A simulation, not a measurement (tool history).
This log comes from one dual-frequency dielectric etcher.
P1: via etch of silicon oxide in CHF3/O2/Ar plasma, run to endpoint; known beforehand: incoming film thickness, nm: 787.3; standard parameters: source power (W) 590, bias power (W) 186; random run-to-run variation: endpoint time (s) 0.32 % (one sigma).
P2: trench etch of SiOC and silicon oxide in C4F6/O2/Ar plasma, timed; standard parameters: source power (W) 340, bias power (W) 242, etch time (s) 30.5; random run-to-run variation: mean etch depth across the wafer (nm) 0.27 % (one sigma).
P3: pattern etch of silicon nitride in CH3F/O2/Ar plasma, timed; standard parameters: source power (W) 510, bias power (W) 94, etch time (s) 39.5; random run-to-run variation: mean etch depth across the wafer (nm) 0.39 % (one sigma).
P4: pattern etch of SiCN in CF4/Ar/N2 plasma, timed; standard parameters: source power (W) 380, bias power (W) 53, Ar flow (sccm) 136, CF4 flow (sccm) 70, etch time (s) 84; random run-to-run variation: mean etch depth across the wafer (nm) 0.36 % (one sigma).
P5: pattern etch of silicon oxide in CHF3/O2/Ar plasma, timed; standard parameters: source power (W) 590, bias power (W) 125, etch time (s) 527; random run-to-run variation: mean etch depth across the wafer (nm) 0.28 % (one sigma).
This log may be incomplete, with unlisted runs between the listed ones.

run   hour  process that ran  source power (W)  bias power (W)  Ar flow (sccm)  CF4 flow (sccm)  etch time (s)  hours since the last wet clean  hours since the last source power generator calibration  hours since the last bias power generator calibration  endpoint time (s)  mean etch depth across the wafer (nm)
  1    9.1                P1               590             186                                                                           416.3                                                   1031.9                                                 2300.1             387.24
  2   16.5                P4               380              53             136               70             84                           423.7                                                   1039.3                                                 2307.5                                                    53.014
  3   22.1                P4               260              53             136               70             84                           429.3                                                   1044.9                                                 2313.1                                                    38.033
  4   31.6                P1               590             186                                                                           438.8                                                   1054.4                                                 2322.6             388.16
  5   41.8                P2               340             242                                            30.5                             449                                                   1064.6                                                 2332.8                                                    62.457
  6     48                P5               420             125                                             527                           455.2                                                   1070.8                                                   2339                                                    787.75
  7   59.2                P1               590             245                                                                           466.4                                                     1082                                                 2350.2             353.31
  8   66.2                P1               400             186                                                                           473.4                                                     1089                                                 2357.2             452.24
  9   72.6                P5               590             125                                             731                           479.8                                                   1095.4                                                 2363.6                                                    1241.3
 10   78.1                P1               590             186                                                                           485.3                                                   1100.9                                                 2369.1             388.88
 11   87.5                P4               380              53             136               70             84                           494.7                                                   1110.3                                                 2378.5                                                    53.518
 12     93                P3               510              70                                            39.5                           500.2                                                   1115.8                                                   2384                                                     31.37
      93.5  -- wet clean of the chamber
 13  103.8                P4               380              35             136               70             84                            10.4                                                   1126.6                                                 2394.8                                                    46.295
 14  112.9                P1               410             241                                                                            19.5                                                   1135.7                                                 2403.9             405.25
 15  120.3                P1               590             186                                                                            26.9                                                   1143.1                                                 2411.3             387.34
 16    127                P2               340             242                                            44.5                            33.6                                                   1149.8                                                   2418                                                    90.668
 17  137.5                P2               450             242                                            30.5                            44.1                                                   1160.3                                                 2428.5                                                    69.445
 18  143.6                P3               510              94                                              51                            50.2                                                   1166.4                                                 2434.6                                                    44.791
     146.7  -- source power generator calibrated
 19  149.1                P5               590             125                                             527                            55.7                                                      2.5                                                 2440.1                                                     896.1
 20  156.1                P1               590             151                                                                            62.7                                                      9.5                                                 2447.1             416.07
 21  167.3                P3               510              94                                            39.5                            73.9                                                     20.7                                                 2458.3                                                     34.73
 22  176.8                P1               790             186                                                                            83.4                                                     30.2                                                 2467.8              346.3
 23  182.5                P3               300              94                                            39.5                            89.1                                                     35.9                                                 2473.5                                                    28.464
 24  193.1                P1               420             235                                                                            99.7                                                     46.5                                                 2484.1             406.28
 25  199.5                P5               590             125                                             527                           106.1                                                     52.9                                                 2490.5                                                    901.07
 26  204.7                P2               340             150                                            30.5                           111.3                                                     58.1                                                 2495.7                                                    53.307
 27  212.1                P1               590             186                                                                           118.7                                                     65.5                                                 2503.1             389.11
 28    219                P1               780             220                                                                           125.6                                                     72.4                                                   2510             327.74
 29  226.2                P5               590             174                                             527                           132.8                                                     79.6                                                 2517.2                                                    1000.5
 30  232.3                P4               380              53              90               70             84                           138.9                                                     85.7                                                 2523.3                                                    57.033
 31  239.7                P4               380              53             136               70          105.5                           146.3                                                     93.1                                                 2530.7                                                    66.734
 32    249                P4               380              53             136               55             84                           155.6                                                    102.4                                                   2540                                                    50.949
 33    260                P1               590             186                                                                           166.6                                                    113.4                                                   2551             386.58
 34    268                P1               590             186                                                                           174.6                                                    121.4                                                   2559             389.66
 35  278.8                P1               590             186                                                                           185.4                                                    132.2                                                 2569.8             390.03
 36  286.4                P1               590             186                                                                             193                                                    139.8                                                 2577.4             393.48
 37  294.8                P1               590             186                                                                           201.4                                                    148.2                                                 2585.8             394.26
     300.1  -- wet clean of the chamber
 38  300.5                P1               590             186                                                                             0.4                                                    153.9                                                 2591.5             394.19
 39  309.3                P1               590             186                                                                             9.2                                                    162.7                                                 2600.3             391.07
 40    317                P1               590             186                                                                            16.9                                                    170.4                                                   2608             393.56
 41  323.3                P1               590             186                                                                            23.2                                                    176.7                                                 2614.3             395.57
 42  333.3                P1               590             186                                                                            33.2                                                    186.7                                                 2624.3             393.05
 43  339.5                P1               590             186                                                                            39.4                                                    192.9                                                 2630.5             395.01

What P1 gives has crept off from where it sat before. The 2 causes that follow fit the log equally well, each at the size noted:
A: bias power that arrives under what is set, % = 4.7
B: source power that arrives under what is set, % = 4.16
The onset of the drift is placed at about hour 260.
What rules out each remaining cause:
chamber walls in a state that lowers the etch rate, %: was serviced at hour 300.1, once the creep was under way, yet the earlier output never came back

4 check runs are offered, each on 2 wafers whose results are averaged, their results left as question marks. Which one tells the causes apart?
check 1  345.7                P3               320              94                                              49                                                                                                                                                                                                         ?
check 2  345.7                P2               340             152                                            37.5                                                                                                                                                                                                         ?
check 3  345.7                P5               420             173                                             527                                                                                                                                                                                                         ?
check 4  345.7                P4               380              53              90               70             84                                                                                                                                                                                                         ?

Expected result of each check under each candidate cause:
  check                                 result    if A    if B
check 1  mean etch depth across the wafer (nm)  35.546  35.612
check 2  mean etch depth across the wafer (nm)  64.725  64.605
check 3  mean etch depth across the wafer (nm)  861.13  861.31
check 4  mean etch depth across the wafer (nm)  56.145  54.912
Distance between the nearest two causes, measured in the result of the check that separates them most: check 1 0.18 %; check 2 0.19 %; check 3 0.02 %; check 4 2.22 %
Check 4 is the one run that separates the causes; every other check would come out nearly the same whichever cause is at work.

Check 4 was then run and gave: mean etch depth across the wafer (nm) 56.271. Which cause is it?

The correct cause is A, namely: bias power that arrives under what is set, %.

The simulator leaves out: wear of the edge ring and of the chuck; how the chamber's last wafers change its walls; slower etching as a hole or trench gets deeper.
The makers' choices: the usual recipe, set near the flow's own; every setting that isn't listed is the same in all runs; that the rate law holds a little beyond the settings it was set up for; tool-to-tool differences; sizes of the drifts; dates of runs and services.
